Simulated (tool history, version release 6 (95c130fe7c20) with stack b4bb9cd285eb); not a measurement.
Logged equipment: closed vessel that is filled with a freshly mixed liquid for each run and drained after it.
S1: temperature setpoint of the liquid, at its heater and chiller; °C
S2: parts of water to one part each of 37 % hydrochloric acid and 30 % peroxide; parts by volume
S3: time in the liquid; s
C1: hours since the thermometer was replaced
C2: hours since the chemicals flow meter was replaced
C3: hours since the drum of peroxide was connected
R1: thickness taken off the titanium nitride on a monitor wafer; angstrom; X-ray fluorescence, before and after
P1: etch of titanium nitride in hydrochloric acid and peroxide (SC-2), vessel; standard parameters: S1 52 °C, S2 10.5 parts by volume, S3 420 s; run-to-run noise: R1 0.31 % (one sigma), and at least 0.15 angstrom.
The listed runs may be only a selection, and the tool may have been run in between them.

run 1 day=0.492 | S1=52 S2=10.5 S3=420 | C1=387.4 C2=389.2 C3=266.3 | R1=154.23
run 2 day=0.983 | S1=52 S2=10.5 S3=420 | C1=399.2 C2=401 C3=278.1 | R1=153.59
run 3 day=1.354 | S1=52 S2=18 S3=420 | C1=408.1 C2=409.9 C3=287 | R1=96.488
run 4 day=1.604 | S1=62 S2=15 S3=420 | C1=414.1 C2=415.9 C3=293 | R1=214.61
run 5 day=1.929 | S1=39 S2=6 S3=420 | C1=421.9 C2=423.7 C3=300.8 | R1=98.955
run 6 day=2.262 | S1=52 S2=10.5 S3=420 | C1=429.9 C2=431.7 C3=308.8 | R1=154.31
run 7 day=2.546 | S1=52 S2=10.5 S3=420 | C1=436.7 C2=438.5 C3=315.6 | R1=154.56
run 8 day=3 | S1=52 S2=10.5 S3=815 | C1=447.6 C2=449.4 C3=326.5 | R1=300.05
run 9 day=3.446 | S1=43 S2=4 S3=420 | C1=458.3 C2=460.1 C3=337.2 | R1=175.3
run 10 day=3.7 | S1=52 S2=10.5 S3=420 | C1=464.4 C2=466.2 C3=343.3 | R1=154.39
run 11 day=4.046 | S1=65 S2=10.5 S3=420 | C1=472.7 C2=474.5 C3=351.6 | R1=350.8
run 12 day=4.504 | S1=37.5 S2=10.5 S3=420 | C1=483.7 C2=485.5 C3=362.6 | R1=56.498
run 13 day=4.917 | S1=52 S2=10.5 S3=180 | C1=493.6 C2=495.4 C3=372.5 | R1=66.585
run 14 day=5.404 | S1=52 S2=4 S3=420 | C1=505.3 C2=507.1 C3=384.2 | R1=321.35
run 15 day=5.638 | S1=52 S2=10.5 S3=420 | C1=510.9 C2=512.7 C3=389.8 | R1=154.44
run 16 day=5.979 | S1=52 S2=10.5 S3=420 | C1=519.1 C2=520.9 C3=398 | R1=154.73
run 17 day=6.208 | S1=52 S2=10.5 S3=420 | C1=524.6 C2=526.4 C3=403.5 | R1=158.44
run 18 day=6.671 | S1=52 S2=10.5 S3=420 | C1=535.7 C2=537.5 C3=414.6 | R1=161.31
run 19 day=7.133 | S1=52 S2=10.5 S3=420 | C1=546.8 C2=548.6 C3=425.7 | R1=165.45
run 20 day=7.371 | S1=52 S2=10.5 S3=420 | C1=552.5 C2=554.3 C3=431.4 | R1=164.37
run 21 day=7.592 | S1=52 S2=10.5 S3=420 | C1=557.8 C2=559.6 C3=436.7 | R1=166.54
run 22 day=7.854 | S1=52 S2=10.5 S3=420 | C1=564.1 C2=565.9 C3=443 | R1=166.28
run 23 day=8.354 | S1=52 S2=10.5 S3=420 | C1=576.1 C2=577.9 C3=455 | R1=167.32
run 24 day=8.588 | S1=52 S2=10.5 S3=420 | C1=581.7 C2=583.5 C3=460.6 | R1=167.93
run 25 day=8.875 | S1=52 S2=10.5 S3=420 | C1=588.6 C2=590.4 C3=467.5 | R1=167.99
run 26 day=9.2 | S1=52 S2=10.5 S3=420 | C1=596.4 C2=598.2 C3=475.3 | R1=168.18

Estimate the outcome of run 27 from the log above:
run 27 day=9.562 | S1=52 S2=10.5 S3=420 | C1=605.1 C2=606.9 C3=484 | R1=?

{"run 27": {"R1": 166.94}}

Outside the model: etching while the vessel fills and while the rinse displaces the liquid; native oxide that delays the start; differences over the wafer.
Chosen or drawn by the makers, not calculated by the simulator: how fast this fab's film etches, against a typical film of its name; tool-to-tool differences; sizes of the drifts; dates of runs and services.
